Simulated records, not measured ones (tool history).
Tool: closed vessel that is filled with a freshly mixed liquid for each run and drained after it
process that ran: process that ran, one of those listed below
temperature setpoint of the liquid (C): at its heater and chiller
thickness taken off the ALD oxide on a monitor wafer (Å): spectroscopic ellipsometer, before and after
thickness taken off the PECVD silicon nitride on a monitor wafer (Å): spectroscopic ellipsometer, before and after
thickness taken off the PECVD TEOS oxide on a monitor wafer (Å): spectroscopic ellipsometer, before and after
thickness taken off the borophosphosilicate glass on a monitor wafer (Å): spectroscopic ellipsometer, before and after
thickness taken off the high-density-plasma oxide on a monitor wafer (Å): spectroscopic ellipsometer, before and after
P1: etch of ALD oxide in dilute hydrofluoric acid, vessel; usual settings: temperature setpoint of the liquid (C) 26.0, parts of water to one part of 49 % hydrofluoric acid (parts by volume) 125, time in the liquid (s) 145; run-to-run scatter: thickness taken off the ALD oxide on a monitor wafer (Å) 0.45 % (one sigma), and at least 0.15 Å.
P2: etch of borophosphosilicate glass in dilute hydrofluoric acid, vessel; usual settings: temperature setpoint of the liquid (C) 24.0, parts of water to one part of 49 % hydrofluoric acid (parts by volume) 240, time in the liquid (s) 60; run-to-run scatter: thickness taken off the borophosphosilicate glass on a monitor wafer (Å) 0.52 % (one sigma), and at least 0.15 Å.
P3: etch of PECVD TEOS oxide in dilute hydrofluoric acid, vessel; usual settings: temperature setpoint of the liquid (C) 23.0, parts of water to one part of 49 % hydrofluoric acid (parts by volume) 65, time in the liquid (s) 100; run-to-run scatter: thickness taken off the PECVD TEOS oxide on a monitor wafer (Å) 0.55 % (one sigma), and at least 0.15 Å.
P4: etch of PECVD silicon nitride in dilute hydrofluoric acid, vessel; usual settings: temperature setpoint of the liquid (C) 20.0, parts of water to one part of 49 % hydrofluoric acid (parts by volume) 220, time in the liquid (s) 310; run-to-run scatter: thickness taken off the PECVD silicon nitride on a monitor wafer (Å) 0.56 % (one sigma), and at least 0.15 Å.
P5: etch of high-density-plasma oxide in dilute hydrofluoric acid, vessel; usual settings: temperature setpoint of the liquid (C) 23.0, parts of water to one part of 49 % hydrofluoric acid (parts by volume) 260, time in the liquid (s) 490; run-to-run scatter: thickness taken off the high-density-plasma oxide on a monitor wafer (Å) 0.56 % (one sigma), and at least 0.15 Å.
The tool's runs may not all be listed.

| run | day | process that ran | temperature setpoint of the liquid (C) | parts of water to one part of 49 % hydrofluoric acid (parts by volume) | time in the liquid (s) | thickness taken off the ALD oxide on a monitor wafer (Å) | thickness taken off the PECVD silicon nitride on a monitor wafer (Å) | thickness taken off the PECVD TEOS oxide on a monitor wafer (Å) | thickness taken off the borophosphosilicate glass on a monitor wafer (Å) | thickness taken off the high-density-plasma oxide on a monitor wafer (Å) |
|---|---|---|---|---|---|---|---|---|---|---|
| 1 | 0.317 | P1 | 26.0 | 125 | 145 | 154.330 |  |  |  |  |
| 2 | 0.788 | P4 | 20.0 | 370 | 310 |  | 27.484 |  |  |  |
| 3 | 1.150 | P1 | 19.0 | 210 | 145 | 63.052 |  |  |  |  |
| 4 | 1.683 | P4 | 20.0 | 220 | 310 |  | 45.722 |  |  |  |
| 5 | 2.038 | P3 | 23.0 | 65 | 100 |  |  | 144.820 |  |  |
| 6 | 2.375 | P3 | 23.0 | 65 | 200 |  |  | 292.440 |  |  |
| 7 | 3.004 | P4 | 20.0 | 220 | 310 |  | 45.738 |  |  |  |
| 8 | 3.488 | P1 | 26.0 | 125 | 145 | 152.580 |  |  |  |  |
| 9 | 3.958 | P1 | 26.0 | 125 | 260 | 274.520 |  |  |  |  |
| 10 | 4.471 | P1 | 26.0 | 35 | 145 | 613.690 |  |  |  |  |
| 11 | 4.879 | P1 | 33.5 | 125 | 145 | 201.460 |  |  |  |  |
| 12 | 5.267 | P4 | 17.0 | 220 | 310 |  | 36.769 |  |  |  |
| 13 | 5.700 | P2 | 24.0 | 240 | 30 |  |  |  | 71.912 |  |
| 14 | 6.400 | P2 | 24.0 | 240 | 60 |  |  |  | 145.290 |  |
| 15 | 6.800 | P5 | 23.0 | 260 | 490 |  |  |  |  | 118.660 |
| 16 | 7.317 | P1 | 26.0 | 125 | 145 | 153.200 |  |  |  |  |
| 17 | 7.900 | P1 | 26.0 | 125 | 45 | 47.688 |  |  |  |  |
| 18 | 8.417 | P4 | 20.0 | 220 | 520 |  | 76.756 |  |  |  |
| 19 | 8.850 | P1 | 21.0 | 125 | 60 | 51.759 |  |  |  |  |
| 20 | 9.512 | P5 | 23.0 | 50 | 490 |  |  |  |  | 783.260 |
| 21 | 9.954 | P1 | 26.0 | 125 | 145 | 152.870 |  |  |  |  |
| 22 | 10.412 | P1 | 26.0 | 125 | 145 | 152.500 |  |  |  |  |
| 23 | 10.850 | P5 | 23.0 | 260 | 850 |  |  |  |  | 207.050 |
| 24 | 11.367 | P1 | 18.5 | 125 | 145 | 114.500 |  |  |  |  |
| 25 | 12.000 | P2 | 24.0 | 135 | 60 |  |  |  | 287.350 |  |
| 26 | 12.383 | P3 | 23.0 | 115 | 100 |  |  | 76.988 |  |  |
| 27 | 13.075 | P2 | 17.0 | 240 | 60 |  |  |  | 111.770 |  |
| 28 | 13.417 | P5 | 17.0 | 260 | 490 |  |  |  |  | 95.205 |
| 29 | 13.979 | P2 | 24.0 | 240 | 60 |  |  |  | 143.780 |  |
| 30 | 14.354 | P3 | 30.5 | 65 | 100 |  |  | 194.540 |  |  |
| 31 | 14.904 | P1 | 26.0 | 185 | 145 | 95.675 |  |  |  |  |
| 32 | 15.583 | P1 | 26.0 | 125 | 145 | 153.480 |  |  |  |  |
| 33 | 15.950 | P1 | 26.0 | 125 | 145 | 155.930 |  |  |  |  |
| 34 | 16.638 | P1 | 26.0 | 125 | 145 | 161.710 |  |  |  |  |
| 35 | 17.192 | P1 | 26.0 | 125 | 145 | 161.000 |  |  |  |  |
| 36 | 17.779 | P1 | 26.0 | 125 | 145 | 160.520 |  |  |  |  |
| 37 | 18.204 | P1 | 26.0 | 125 | 145 | 163.070 |  |  |  |  |
| 38 | 18.525 | P1 | 26.0 | 125 | 145 | 161.850 |  |  |  |  |
| 39 | 18.946 | P1 | 26.0 | 125 | 145 | 164.250 |  |  |  |  |
| 40 | 19.350 | P1 | 26.0 | 125 | 145 | 163.990 |  |  |  |  |

What P1 gives has crept away from where it was. These 2 causes fit the log equally well, each at the size given:
A: hydrofluoric acid flow above the setpoint (%) = 5.85
B: liquid hotter than its thermometer reads (K) = 1.74
The creep began at about day 15.583.

4 check runs are offered, one wafer each, their results left as question marks. Which one tells the causes apart?
| check 1 | 19.754 | P3 | 30.5 | 65 | 100 |  |  | ? |  |  |
| check 2 | 19.754 | P4 | 20.0 | 280 | 450 |  | ? |  |  |  |
| check 3 | 19.754 | P2 | 18.0 | 170 | 60 |  |  |  | ? |  |
| check 4 | 19.754 | P5 | 23.0 | 55 | 490 |  |  |  |  | ? |

What each check would give under each cause:
| check | result | if A | if B |
|---|---|---|---|
| check 1 | thickness taken off the PECVD TEOS oxide on a monitor wafer (Å) | 208.020 | 208.910 |
| check 2 | thickness taken off the PECVD silicon nitride on a monitor wafer (Å) | 55.407 | 58.554 |
| check 3 | thickness taken off the borophosphosilicate glass on a monitor wafer (Å) | 186.330 | 186.920 |
| check 4 | thickness taken off the high-density-plasma oxide on a monitor wafer (Å) | 750.690 | 758.700 |
How far apart the two closest causes lie, in the result that separates them most: check 1 0.43 %; check 2 5.53 %; check 3 0.32 %; check 4 1.06 %
Only check 2 tells the causes apart: in the others they would give nearly the same result.

Check 2 was then run and gave: thickness taken off the PECVD silicon nitride on a monitor wafer (Å) 55.810. Which cause is it?

It is A: hydrofluoric acid flow above the setpoint (%).
